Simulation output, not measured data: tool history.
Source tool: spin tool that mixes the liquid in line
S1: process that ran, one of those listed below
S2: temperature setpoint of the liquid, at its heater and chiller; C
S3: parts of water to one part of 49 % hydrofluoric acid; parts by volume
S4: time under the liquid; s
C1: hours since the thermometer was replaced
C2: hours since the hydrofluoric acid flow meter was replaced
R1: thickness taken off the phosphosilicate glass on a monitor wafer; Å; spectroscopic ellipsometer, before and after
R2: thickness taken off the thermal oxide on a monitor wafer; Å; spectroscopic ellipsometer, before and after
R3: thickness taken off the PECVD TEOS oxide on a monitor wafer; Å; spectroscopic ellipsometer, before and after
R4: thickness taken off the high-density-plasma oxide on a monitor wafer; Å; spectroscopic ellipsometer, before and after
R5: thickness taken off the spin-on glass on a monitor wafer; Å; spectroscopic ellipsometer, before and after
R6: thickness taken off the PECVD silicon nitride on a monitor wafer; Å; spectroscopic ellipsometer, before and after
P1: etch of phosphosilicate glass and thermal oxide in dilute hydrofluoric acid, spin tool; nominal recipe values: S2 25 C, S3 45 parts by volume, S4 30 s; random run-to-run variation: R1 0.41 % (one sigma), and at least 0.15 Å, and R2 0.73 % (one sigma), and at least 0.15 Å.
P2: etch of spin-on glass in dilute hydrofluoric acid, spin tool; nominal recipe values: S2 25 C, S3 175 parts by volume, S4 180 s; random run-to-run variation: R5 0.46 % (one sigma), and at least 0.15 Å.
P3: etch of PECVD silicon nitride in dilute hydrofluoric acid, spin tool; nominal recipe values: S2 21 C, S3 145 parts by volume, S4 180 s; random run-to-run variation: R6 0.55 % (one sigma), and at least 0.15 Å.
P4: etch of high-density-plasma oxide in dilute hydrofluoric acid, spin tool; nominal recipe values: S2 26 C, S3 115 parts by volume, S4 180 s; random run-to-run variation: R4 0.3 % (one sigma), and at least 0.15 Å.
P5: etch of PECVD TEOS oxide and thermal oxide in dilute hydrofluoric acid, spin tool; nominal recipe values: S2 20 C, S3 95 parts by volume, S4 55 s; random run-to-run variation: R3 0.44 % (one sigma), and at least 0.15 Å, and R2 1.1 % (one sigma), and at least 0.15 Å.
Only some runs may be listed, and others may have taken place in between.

| run | hour | S1 | S2 | S3 | S4 | C1 | C2 | R1 | R2 | R3 | R4 | R5 | R6 |
|---|---|---|---|---|---|---|---|---|---|---|---|---|---|
| 1 | 4 | P1 | 25 | 45 | 30 | 527.3 | 952.7 | 623.41 | 35.269 |  |  |  |  |
| 2 | 7.2 | P5 | 20 | 95 | 15 | 530.5 | 955.9 |  | 6.2991 | 23.111 |  |  |  |
| 3 | 13.6 | P1 | 25 | 20 | 55 | 536.9 | 962.3 | 2676.5 | 149.78 |  |  |  |  |
| 4 | 19.3 | P1 | 25 | 45 | 30 | 542.6 | 968 | 626.6 | 35.245 |  |  |  |  |
| 5 | 23.5 | P4 | 26 | 40 | 180 | 546.8 | 972.2 |  |  |  | 389.72 |  |  |
| 6 | 28.7 | P2 | 25 | 175 | 325 | 552 | 977.4 |  |  |  |  | 816.97 |  |
| 7 | 35.2 | P4 | 26 | 115 | 180 | 558.5 | 983.9 |  |  |  | 123.59 |  |  |
| 8 | 41.9 | P2 | 25 | 175 | 180 | 565.2 | 990.6 |  |  |  |  | 452.54 |  |
| 9 | 46.4 | P1 | 25 | 45 | 60 | 569.7 | 995.1 | 1248.5 | 70.439 |  |  |  |  |
| 10 | 49.7 | P1 | 25 | 70 | 30 | 573 | 998.4 | 386.02 | 21.724 |  |  |  |  |
| 11 | 55.6 | P3 | 21 | 145 | 295 | 578.9 | 1004.3 |  |  |  |  |  | 94.667 |
| 12 | 62.3 | P4 | 26 | 115 | 15 | 585.6 | 1011 |  |  |  | 10.301 |  |  |
| 13 | 69.3 | P1 | 25 | 45 | 30 | 592.6 | 1018 | 625.73 | 35.218 |  |  |  |  |
| 14 | 74 | P2 | 25 | 325 | 180 | 597.3 | 1022.7 |  |  |  |  | 209.16 |  |
| 15 | 80.2 | P5 | 17 | 95 | 55 | 603.5 | 1028.9 |  | 20.182 | 75.647 |  |  |  |
| 16 | 85.3 | P5 | 20 | 95 | 55 | 608.6 | 1034 |  | 22.936 | 85.644 |  |  |  |
| 17 | 92.4 | P3 | 21 | 145 | 180 | 615.7 | 1041.1 |  |  |  |  |  | 57.641 |
| 18 | 97.2 | P3 | 28 | 145 | 180 | 620.5 | 1045.9 |  |  |  |  |  | 91.355 |
| 19 | 103.5 | P1 | 29 | 45 | 30 | 626.8 | 1052.2 | 730.88 | 41.727 |  |  |  |  |
| 20 | 108.3 | P1 | 25 | 20 | 30 | 631.6 | 1057 | 1447.8 | 82.188 |  |  |  |  |
| 21 | 112.1 | P2 | 17.5 | 175 | 180 | 635.4 | 1060.8 |  |  |  |  | 335.89 |  |
| 22 | 116 | P1 | 25 | 45 | 30 | 639.3 | 1064.7 | 624.06 | 35.359 |  |  |  |  |
| 23 | 119.4 | P3 | 21 | 215 | 180 | 642.7 | 1068.1 |  |  |  |  |  | 39.498 |
| 24 | 125.5 | P1 | 25 | 45 | 30 | 648.8 | 1074.2 | 628.28 | 34.951 |  |  |  |  |
| 25 | 131.3 | P5 | 20 | 20 | 55 | 654.6 | 1080 |  | 119.31 | 444.51 |  |  |  |
| 26 | 135.1 | P4 | 20.5 | 115 | 180 | 658.4 | 1083.8 |  |  |  | 98.843 |  |  |
| 27 | 139.9 | P1 | 25 | 45 | 15 | 663.2 | 1088.6 | 311.75 | 17.523 |  |  |  |  |
| 28 | 145.3 | P1 | 18.5 | 45 | 30 | 668.6 | 1094 | 476.02 | 26.506 |  |  |  |  |
| 29 | 152.4 | P1 | 25 | 45 | 30 | 675.7 | 1101.1 | 623.96 | 35.074 |  |  |  |  |
| 30 | 155.9 | P1 | 19.5 | 45 | 55 | 679.2 | 1104.6 | 913.55 | 50.368 |  |  |  |  |
| 31 | 162 | P1 | 25 | 45 | 30 | 685.3 | 1110.7 | 622.2 | 35.295 |  |  |  |  |
| 32 | 168.9 | P1 | 25 | 45 | 30 | 692.2 | 1117.6 | 638.79 | 36.34 |  |  |  |  |
| 33 | 174.1 | P1 | 25 | 45 | 30 | 697.4 | 1122.8 | 646.94 | 36.043 |  |  |  |  |
| 34 | 178.1 | P1 | 25 | 45 | 30 | 701.4 | 1126.8 | 658.85 | 36.963 |  |  |  |  |
| 35 | 185 | P1 | 25 | 45 | 30 | 708.3 | 1133.7 | 664.45 | 37.499 |  |  |  |  |
| 36 | 192.1 | P1 | 25 | 45 | 30 | 715.4 | 1140.8 | 666.7 | 37.367 |  |  |  |  |
| 37 | 195.4 | P1 | 25 | 45 | 30 | 718.7 | 1144.1 | 671.29 | 37.751 |  |  |  |  |
| 38 | 199.6 | P1 | 25 | 45 | 30 | 722.9 | 1148.3 | 665.91 | 37.62 |  |  |  |  |
| 39 | 205.6 | P1 | 25 | 45 | 30 | 728.9 | 1154.3 | 667.28 | 37.717 |  |  |  |  |
| 40 | 212.8 | P1 | 25 | 45 | 30 | 736.1 | 1161.5 | 672.98 | 37.662 |  |  |  |  |
| 41 | 216.6 | P1 | 25 | 45 | 30 | 739.9 | 1165.3 | 674.71 | 38.289 |  |  |  |  |

Run 42 has not been measured yet. What should we expect?
| 42 | 223.1 | P1 | 25 | 45 | 30 | 746.4 | 1171.8 | ? | ? |  |  |  |  |

{"run 42": {"R1": 673.85, "R2": 38.479}}
